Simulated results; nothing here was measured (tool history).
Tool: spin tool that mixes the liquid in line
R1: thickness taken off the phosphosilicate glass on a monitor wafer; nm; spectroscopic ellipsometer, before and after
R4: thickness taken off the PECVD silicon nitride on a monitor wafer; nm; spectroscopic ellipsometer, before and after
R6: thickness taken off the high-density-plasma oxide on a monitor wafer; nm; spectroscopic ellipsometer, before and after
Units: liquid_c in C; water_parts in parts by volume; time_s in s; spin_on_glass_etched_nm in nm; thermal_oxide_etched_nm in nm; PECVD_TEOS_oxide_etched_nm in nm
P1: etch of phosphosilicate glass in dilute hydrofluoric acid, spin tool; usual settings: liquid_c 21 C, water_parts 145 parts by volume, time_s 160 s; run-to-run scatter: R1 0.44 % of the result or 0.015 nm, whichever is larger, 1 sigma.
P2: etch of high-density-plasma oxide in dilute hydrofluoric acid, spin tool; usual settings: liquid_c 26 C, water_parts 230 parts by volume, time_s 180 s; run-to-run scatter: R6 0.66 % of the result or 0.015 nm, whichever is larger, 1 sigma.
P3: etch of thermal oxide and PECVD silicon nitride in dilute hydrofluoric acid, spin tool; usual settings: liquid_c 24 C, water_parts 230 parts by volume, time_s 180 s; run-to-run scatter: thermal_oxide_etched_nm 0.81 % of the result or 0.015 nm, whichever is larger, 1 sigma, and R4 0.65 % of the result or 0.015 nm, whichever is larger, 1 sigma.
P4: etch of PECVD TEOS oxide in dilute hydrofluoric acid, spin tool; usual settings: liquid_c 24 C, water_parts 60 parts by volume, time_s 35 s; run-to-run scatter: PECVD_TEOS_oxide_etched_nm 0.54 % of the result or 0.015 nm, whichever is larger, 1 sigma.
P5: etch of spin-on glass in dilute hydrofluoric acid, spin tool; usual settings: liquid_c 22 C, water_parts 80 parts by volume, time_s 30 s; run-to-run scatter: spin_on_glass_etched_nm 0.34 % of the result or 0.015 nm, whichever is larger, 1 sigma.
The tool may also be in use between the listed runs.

run 1 day=0.212 | process=P1 liquid_c=21 water_parts=145 time_s=160 | R1=56.907
run 2 day=0.379 | process=P5 liquid_c=30 water_parts=80 time_s=30 | spin_on_glass_etched_nm=18.664
run 3 day=0.650 | process=P1 liquid_c=17 water_parts=145 time_s=160 | R1=48.330
run 4 day=0.779 | process=P1 liquid_c=21 water_parts=145 time_s=65 | R1=23.116
run 5 day=0.933 | process=P1 liquid_c=21 water_parts=145 time_s=315 | R1=112.530
run 6 day=1.062 | process=P3 liquid_c=30 water_parts=230 time_s=180 | thermal_oxide_etched_nm=3.9863 R4=6.1255
run 7 day=1.246 | process=P3 liquid_c=24 water_parts=80 time_s=180 | thermal_oxide_etched_nm=11.2790 R4=12.1010
run 8 day=1.383 | process=P5 liquid_c=22 water_parts=80 time_s=30 | spin_on_glass_etched_nm=13.578
run 9 day=1.592 | process=P5 liquid_c=22 water_parts=80 time_s=50 | spin_on_glass_etched_nm=22.639
-- day=1.617 hydrofluoric acid flow meter replaced
run 10 day=1.854 | process=P1 liquid_c=21 water_parts=145 time_s=160 | R1=57.469
run 11 day=1.983 | process=P1 liquid_c=21 water_parts=215 time_s=70 | R1=15.654
run 12 day=2.167 | process=P3 liquid_c=24 water_parts=230 time_s=180 | thermal_oxide_etched_nm=3.2611 R4=4.2094
run 13 day=2.392 | process=P4 liquid_c=17 water_parts=60 time_s=35 | PECVD_TEOS_oxide_etched_nm=9.6828
run 14 day=2.579 | process=P1 liquid_c=21 water_parts=145 time_s=160 | R1=57.167
run 15 day=2.754 | process=P1 liquid_c=17 water_parts=145 time_s=95 | R1=28.851
run 16 day=2.975 | process=P2 liquid_c=26 water_parts=230 time_s=180 | R6=3.69520
-- day=3.046 thermometer replaced
run 17 day=3.142 | process=P1 liquid_c=29 water_parts=145 time_s=160 | R1=77.086
run 18 day=3.267 | process=P4 liquid_c=24 water_parts=60 time_s=65 | PECVD_TEOS_oxide_etched_nm=24.2170
run 19 day=3.417 | process=P2 liquid_c=18 water_parts=230 time_s=180 | R6=2.71350
run 20 day=3.558 | process=P2 liquid_c=26 water_parts=415 time_s=180 | R6=1.74310
run 21 day=3.838 | process=P5 liquid_c=22 water_parts=20 time_s=30 | spin_on_glass_etched_nm=58.841
run 22 day=4.088 | process=P4 liquid_c=24 water_parts=90 time_s=35 | PECVD_TEOS_oxide_etched_nm=8.3877
run 23 day=4.292 | process=P4 liquid_c=24 water_parts=60 time_s=35 | PECVD_TEOS_oxide_etched_nm=13.1600
run 24 day=4.508 | process=P1 liquid_c=21 water_parts=225 time_s=160 | R1=34.034
run 25 day=4.725 | process=P1 liquid_c=21 water_parts=145 time_s=160 | R1=57.050
run 26 day=4.888 | process=P2 liquid_c=26 water_parts=230 time_s=20 | R6=0.43092
run 27 day=5.042 | process=P3 liquid_c=24 water_parts=230 time_s=310 | thermal_oxide_etched_nm=5.6755 R4=7.3996
run 28 day=5.304 | process=P1 liquid_c=21 water_parts=145 time_s=160 | R1=56.713
run 29 day=5.442 | process=P1 liquid_c=21 water_parts=55 time_s=160 | R1=166.540
run 30 day=5.704 | process=P1 liquid_c=21 water_parts=145 time_s=160 | R1=57.517
run 31 day=5.888 | process=P1 liquid_c=21 water_parts=145 time_s=160 | R1=58.204
run 32 day=6.017 | process=P1 liquid_c=21 water_parts=145 time_s=160 | R1=59.163
run 33 day=6.162 | process=P1 liquid_c=21 water_parts=145 time_s=160 | R1=59.406
run 34 day=6.312 | process=P1 liquid_c=21 water_parts=145 time_s=160 | R1=60.562
run 35 day=6.508 | process=P1 liquid_c=21 water_parts=145 time_s=160 | R1=60.193
run 36 day=6.692 | process=P1 liquid_c=21 water_parts=145 time_s=160 | R1=60.203
run 37 day=6.875 | process=P1 liquid_c=21 water_parts=145 time_s=160 | R1=60.351

What P1 gives has crept away from where it was. These 2 causes fit the log equally well, each at the size given:
A: liquid hotter than its thermometer reads (K) = 1.41
B: hydrofluoric acid flow above the setpoint (%) = 4.89
The creep began at about day 5.704.

4 check runs are offered, each on 2 wafers whose results are averaged, their results left as question marks. Which one tells the causes apart?
run check 1 day=7.058 | process=P3 liquid_c=24 water_parts=230 time_s=180 | thermal_oxide_etched_nm=? R4=?
run check 2 day=7.058 | process=P4 liquid_c=24 water_parts=60 time_s=35 | PECVD_TEOS_oxide_etched_nm=?
run check 3 day=7.058 | process=P2 liquid_c=26 water_parts=230 time_s=180 | R6=?
run check 4 day=7.058 | process=P5 liquid_c=22 water_parts=80 time_s=30 | spin_on_glass_etched_nm=?

What each check would give under each cause:
check=check_1 result=thermal_oxide_etched_nm if_A=3.4591 if_B=3.4877
check=check_1 result=R4 if_A=4.6453 if_B=4.4617
check=check_2 result=PECVD_TEOS_oxide_etched_nm if_A=13.7790 if_B=13.6990
check=check_3 result=R6 if_A=3.87600 if_B=3.91470
check=check_4 result=spin_on_glass_etched_nm if_A=14.400 if_B=14.328
How far apart the two closest causes lie, in the result that separates them most: check 1 4.03 %; check 2 0.58 %; check 3 0.99 %; check 4 0.51 %
Only check 1 tells the causes apart: in the others they would give nearly the same result.

Check 1 was then run and gave: thermal_oxide_etched_nm 3.4840 nm; R4 4.4922 nm. Which cause is it?

It is B: hydrofluoric acid flow above the setpoint (%).

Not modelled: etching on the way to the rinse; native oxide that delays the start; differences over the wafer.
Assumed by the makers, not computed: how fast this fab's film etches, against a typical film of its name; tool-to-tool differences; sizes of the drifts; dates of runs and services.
